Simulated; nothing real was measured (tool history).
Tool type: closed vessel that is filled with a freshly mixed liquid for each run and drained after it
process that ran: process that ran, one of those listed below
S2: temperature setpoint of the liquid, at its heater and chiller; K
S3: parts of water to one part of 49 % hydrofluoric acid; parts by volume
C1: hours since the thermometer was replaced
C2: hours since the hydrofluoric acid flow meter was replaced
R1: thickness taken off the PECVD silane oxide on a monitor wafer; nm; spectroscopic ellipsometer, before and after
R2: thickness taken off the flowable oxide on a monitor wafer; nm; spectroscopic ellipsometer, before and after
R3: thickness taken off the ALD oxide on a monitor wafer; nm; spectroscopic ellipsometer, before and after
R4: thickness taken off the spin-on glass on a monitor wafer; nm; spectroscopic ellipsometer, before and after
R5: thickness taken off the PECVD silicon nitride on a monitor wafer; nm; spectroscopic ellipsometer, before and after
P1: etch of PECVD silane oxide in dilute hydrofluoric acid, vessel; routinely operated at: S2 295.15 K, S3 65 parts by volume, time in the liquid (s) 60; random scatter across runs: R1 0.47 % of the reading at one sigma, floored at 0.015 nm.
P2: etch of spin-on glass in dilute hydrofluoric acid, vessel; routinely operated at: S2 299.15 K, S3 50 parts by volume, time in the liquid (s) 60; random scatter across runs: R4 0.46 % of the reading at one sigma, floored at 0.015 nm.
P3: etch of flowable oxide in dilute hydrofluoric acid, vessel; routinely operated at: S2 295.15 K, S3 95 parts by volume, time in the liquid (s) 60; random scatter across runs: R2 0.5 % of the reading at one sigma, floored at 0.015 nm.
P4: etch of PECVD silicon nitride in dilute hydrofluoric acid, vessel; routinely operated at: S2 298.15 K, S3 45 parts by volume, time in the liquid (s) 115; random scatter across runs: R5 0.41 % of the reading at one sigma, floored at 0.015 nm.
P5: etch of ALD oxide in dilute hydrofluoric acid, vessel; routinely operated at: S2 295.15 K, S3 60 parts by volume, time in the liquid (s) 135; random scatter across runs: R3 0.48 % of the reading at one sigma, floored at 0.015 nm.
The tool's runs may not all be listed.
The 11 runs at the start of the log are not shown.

run 12 hour=75.6 | process_that_ran=P4 S2=298.15 S3=45 time_in_the_liquid_(s)=115 | C1=1127.5 C2=37.9 | R5=5.3328
run 13 hour=82.9 | process_that_ran=P2 S2=304.15 S3=50 time_in_the_liquid_(s)=60 | C1=1134.8 C2=45.2 | R4=56.332
run 14 hour=92.1 | process_that_ran=P5 S2=303.65 S3=60 time_in_the_liquid_(s)=135 | C1=1144.0 C2=54.4 | R3=54.0860
run 15 hour=99.4 | process_that_ran=P3 S2=302.65 S3=95 time_in_the_liquid_(s)=60 | C1=1151.3 C2=61.7 | R2=45.909
-- hour=100.0 thermometer replaced
run 16 hour=107.5 | process_that_ran=P3 S2=295.15 S3=95 time_in_the_liquid_(s)=60 | C1=7.5 C2=69.8 | R2=34.218
run 17 hour=112.9 | process_that_ran=P1 S2=291.65 S3=65 time_in_the_liquid_(s)=85 | C1=12.9 C2=75.2 | R1=31.223
run 18 hour=121.7 | process_that_ran=P1 S2=295.15 S3=65 time_in_the_liquid_(s)=30 | C1=21.7 C2=84.0 | R1=12.849
run 19 hour=130.0 | process_that_ran=P2 S2=299.15 S3=50 time_in_the_liquid_(s)=110 | C1=30.0 C2=92.3 | R4=85.288
run 20 hour=134.4 | process_that_ran=P4 S2=298.15 S3=45 time_in_the_liquid_(s)=115 | C1=34.4 C2=96.7 | R5=5.3406
run 21 hour=143.4 | process_that_ran=P4 S2=298.15 S3=70 time_in_the_liquid_(s)=115 | C1=43.4 C2=105.7 | R5=3.4918
run 22 hour=151.0 | process_that_ran=P1 S2=295.15 S3=65 time_in_the_liquid_(s)=60 | C1=51.0 C2=113.3 | R1=25.408
run 23 hour=158.5 | process_that_ran=P1 S2=290.15 S3=110 time_in_the_liquid_(s)=60 | C1=58.5 C2=120.8 | R1=11.665
run 24 hour=163.6 | process_that_ran=P3 S2=295.15 S3=150 time_in_the_liquid_(s)=60 | C1=63.6 C2=125.9 | R2=20.289
run 25 hour=171.8 | process_that_ran=P1 S2=295.15 S3=65 time_in_the_liquid_(s)=60 | C1=71.8 C2=134.1 | R1=25.554
run 26 hour=180.5 | process_that_ran=P1 S2=295.15 S3=100 time_in_the_liquid_(s)=60 | C1=80.5 C2=142.8 | R1=15.871
run 27 hour=186.2 | process_that_ran=P4 S2=298.15 S3=45 time_in_the_liquid_(s)=60 | C1=86.2 C2=148.5 | R5=2.8171
run 28 hour=192.8 | process_that_ran=P5 S2=295.15 S3=60 time_in_the_liquid_(s)=30 | C1=92.8 C2=155.1 | R3=8.5902
run 29 hour=201.1 | process_that_ran=P4 S2=304.15 S3=45 time_in_the_liquid_(s)=115 | C1=101.1 C2=163.4 | R5=7.9426
run 30 hour=206.3 | process_that_ran=P1 S2=290.15 S3=65 time_in_the_liquid_(s)=60 | C1=106.3 C2=168.6 | R1=20.855
run 31 hour=210.8 | process_that_ran=P1 S2=295.15 S3=65 time_in_the_liquid_(s)=115 | C1=110.8 C2=173.1 | R1=49.046
run 32 hour=218.7 | process_that_ran=P2 S2=299.15 S3=85 time_in_the_liquid_(s)=60 | C1=118.7 C2=181.0 | R4=25.978

Run 33 has not been measured yet. What should we expect?
run 33 hour=228.4 | process_that_ran=P1 S2=295.15 S3=65 time_in_the_liquid_(s)=60 | C1=128.4 C2=190.7 | R1=?

{"run 33": {"R1": 25.672}}
